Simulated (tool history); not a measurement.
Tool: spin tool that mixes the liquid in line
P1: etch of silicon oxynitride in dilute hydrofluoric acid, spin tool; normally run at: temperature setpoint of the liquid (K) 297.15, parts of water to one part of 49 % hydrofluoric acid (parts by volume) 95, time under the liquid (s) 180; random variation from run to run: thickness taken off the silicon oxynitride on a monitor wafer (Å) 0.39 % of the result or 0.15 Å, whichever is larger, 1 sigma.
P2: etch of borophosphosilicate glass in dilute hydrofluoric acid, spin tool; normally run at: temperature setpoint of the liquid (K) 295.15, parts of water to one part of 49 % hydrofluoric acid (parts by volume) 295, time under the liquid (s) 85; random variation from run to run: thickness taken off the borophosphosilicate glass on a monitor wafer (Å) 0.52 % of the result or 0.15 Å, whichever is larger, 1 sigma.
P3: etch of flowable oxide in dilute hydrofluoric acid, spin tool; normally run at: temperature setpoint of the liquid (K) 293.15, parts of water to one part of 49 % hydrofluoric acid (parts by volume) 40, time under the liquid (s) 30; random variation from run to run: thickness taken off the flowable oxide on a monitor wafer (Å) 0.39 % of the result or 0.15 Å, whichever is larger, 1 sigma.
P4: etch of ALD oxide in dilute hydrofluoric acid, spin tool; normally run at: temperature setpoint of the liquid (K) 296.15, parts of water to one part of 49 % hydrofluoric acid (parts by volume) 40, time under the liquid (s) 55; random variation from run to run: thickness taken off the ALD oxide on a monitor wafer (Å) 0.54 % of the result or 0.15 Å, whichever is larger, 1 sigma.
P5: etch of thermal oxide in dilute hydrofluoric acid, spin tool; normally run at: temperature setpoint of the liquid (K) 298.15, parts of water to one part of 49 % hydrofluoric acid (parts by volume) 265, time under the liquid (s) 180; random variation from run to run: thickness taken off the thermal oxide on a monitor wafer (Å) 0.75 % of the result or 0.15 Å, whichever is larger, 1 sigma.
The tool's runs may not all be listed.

run	hour	process that ran	temperature setpoint of the liquid (K)	parts of water to one part of 49 % hydrofluoric acid (parts by volume)	time under the liquid (s)	hours since the thermometer was replaced	hours since the hydrofluoric acid flow meter was replaced	thickness taken off the silicon oxynitride on a monitor wafer (Å)	thickness taken off the thermal oxide on a monitor wafer (Å)	thickness taken off the flowable oxide on a monitor wafer (Å)	thickness taken off the ALD oxide on a monitor wafer (Å)	thickness taken off the borophosphosilicate glass on a monitor wafer (Å)
1	9.4	P1	297.15	95	180	920.4	254.1	67.229				
2	19.6	P1	297.15	95	180	930.6	264.3	67.526				
3	32.8	P5	306.65	265	180	943.8	277.5		36.0960			
4	45.5	P5	298.15	265	180	956.5	290.2		27.0060			
5	58.7	P3	293.15	20	30	969.7	303.4			524.68		
6	73.6	P4	296.15	40	20	984.6	318.3				110.15	
7	89.0	P2	295.15	295	85	1000.0	333.7					120.500
8	101.3	P1	297.15	95	180	1012.3	346.0	67.673				
9	111.5	P5	298.15	395	180	1022.5	356.2		15.9680			
10	129.2	P1	297.15	175	180	1040.2	373.9	34.473				
11	142.3	P3	290.15	40	30	1053.3	387.0			225.99		
12	153.9	P1	301.15	95	65	1064.9	398.6	29.364				
13	162.1	P1	297.15	95	180	1073.1	406.8	67.630				
14	178.3	P5	298.15	265	15	1089.3	423.0		2.4861			
15	192.0	P2	295.15	295	170	1103.0	436.7					239.290
16	203.2	P2	295.15	65	85	1114.2	447.9					696.780
17	211.9	P4	296.15	40	55	1122.9	456.6				301.42	
18	221.9	P4	290.15	40	55	1132.9	466.6				233.83	
19	239.7	P1	297.15	25	180	1150.7	484.4	272.190				
20	257.1	P1	293.65	95	180	1168.1	501.8	57.246				
21	274.8	P4	296.15	70	55	1185.8	519.5				167.33	
22	291.9	P2	295.15	295	85	1202.9	536.6					120.780
23	309.9	P1	301.65	95	180	1220.9	554.6	83.546				
24	322.5	P3	293.15	40	30	1233.5	567.2			256.79		
25	337.8	P1	297.15	95	180	1248.8	582.5	68.052				
26	355.1	P1	292.15	95	325	1266.1	599.8	95.749				
27	365.2	P2	290.15	295	85	1276.2	609.9					99.248
28	376.6	P1	297.15	95	30	1287.6	621.3	11.421				
29	392.7	P1	297.15	95	315	1303.7	637.4	118.430				
30	406.9	P1	297.15	95	180	1317.9	651.6	67.877				
31	416.7	P5	298.15	265	180	1327.7	661.4		27.1360			
32	428.9	P3	293.15	40	45	1339.9	673.6			381.77		
33	444.2	P4	296.15	40	55	1355.2	688.9				305.60	
34	452.8	P1	297.15	95	180	1363.8	697.5	67.542				
35	464.4	P1	297.15	95	180	1375.4	709.1	69.224				
36	472.9	P1	297.15	95	180	1383.9	717.6	69.342				
37	481.5	P1	297.15	95	180	1392.5	726.2	70.843				
38	495.6	P1	297.15	95	180	1406.6	740.3	71.529				
39	511.3	P1	297.15	95	180	1422.3	756.0	71.799				
40	528.9	P1	297.15	95	180	1439.9	773.6	72.215				
41	538.8	P1	297.15	95	180	1449.8	783.5	72.722				

Forecast run 42:
42	553.9	P1	297.15	95	180	1464.9	798.6	?				

{"run 42": {"thickness taken off the silicon oxynitride on a monitor wafer (Å)": 72.905}}
